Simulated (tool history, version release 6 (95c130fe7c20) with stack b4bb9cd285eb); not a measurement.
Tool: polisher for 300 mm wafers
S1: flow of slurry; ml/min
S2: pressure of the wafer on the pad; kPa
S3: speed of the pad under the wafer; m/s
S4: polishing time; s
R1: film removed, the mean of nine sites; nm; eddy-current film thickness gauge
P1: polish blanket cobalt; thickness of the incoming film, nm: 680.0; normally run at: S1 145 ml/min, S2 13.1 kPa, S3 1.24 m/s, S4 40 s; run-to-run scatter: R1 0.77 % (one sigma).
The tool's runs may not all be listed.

run,hour,S1,S2,S3,S4,R1
1,4,145,13.1,1.24,40,238.27
2,9.9,145,20.7,1.24,40,376.23
3,13.3,145,13.1,0.68,30,96.937
4,19.2,145,13.1,1.24,40,240.35
5,23.8,145,6.2,1.24,40,112.91
6,27.5,145,13.1,1.24,22,132.41
7,31.2,215,13.1,1.24,40,253.27
8,35.9,145,13.1,1.9,40,362.92
9,39.5,145,13.1,0.56,57,154.04
# hour 41: slurry nozzle cleaned
10,45.6,145,13.1,0.7,40,133.54
11,49.2,105,13.1,1.24,40,219.98
12,53.2,145,13.1,1.24,40,238.28
13,57.8,145,13.1,1.24,40,237.39
14,61.4,145,13.1,1.24,62,369.23
15,65.5,225,17.2,1.24,40,334.56
16,70.8,145,13.1,1.24,40,240.24
17,73.6,145,13.1,1.24,40,233.5
18,78.7,145,13.1,1.24,40,226.07
19,82.5,145,13.1,1.24,40,227.44
20,88.5,145,13.1,1.24,40,221.58
21,94.8,145,13.1,1.24,40,218.88
# hour 95.8: worn pad replaced by a new one
22,98.7,145,13.1,1.24,40,217.15
23,104.4,145,13.1,1.24,40,218.22
24,109.5,145,13.1,1.24,40,218.09

What P1 gives has crept away from where it was. These 2 causes fit the log equally well, each at the size given:
A: slurry flow missing at the pad, % = 35.2
B: head's pressure below its setpoint, % = 9.12
The creep began at about hour 70.8.
Why every other cause is out:
removal rate lost through wear of the pad, %: serviced at hour 95.8, which brought nothing back

4 check runs are offered, each on 5 wafers whose results are averaged, their results left as question marks. Which one tells the causes apart?
check 1,114.6,215,13.1,1.24,59,?
check 2,114.6,145,20.7,1.24,61,?
check 3,114.6,145,20,0.7,40,?
check 4,114.6,145,13.1,1.84,40,?

What each check would give under each cause:
check,result,if A,if B
check 1,R1,350.33,340.38
check 2,R1,523.49,523.57
check 3,R1,187.32,187.35
check 4,R1,322.6,322.65
How far apart the two closest causes lie, in the result that separates them most: check 1 2.88 %; check 2 0.02 %; check 3 0.02 %; check 4 0.02 %
Check 1 tells the causes apart: in the others they would give nearly the same result.

Then check 1 was run and gave: R1 339.23 nm. Which cause is it?

It is B: head's pressure below its setpoint, %.
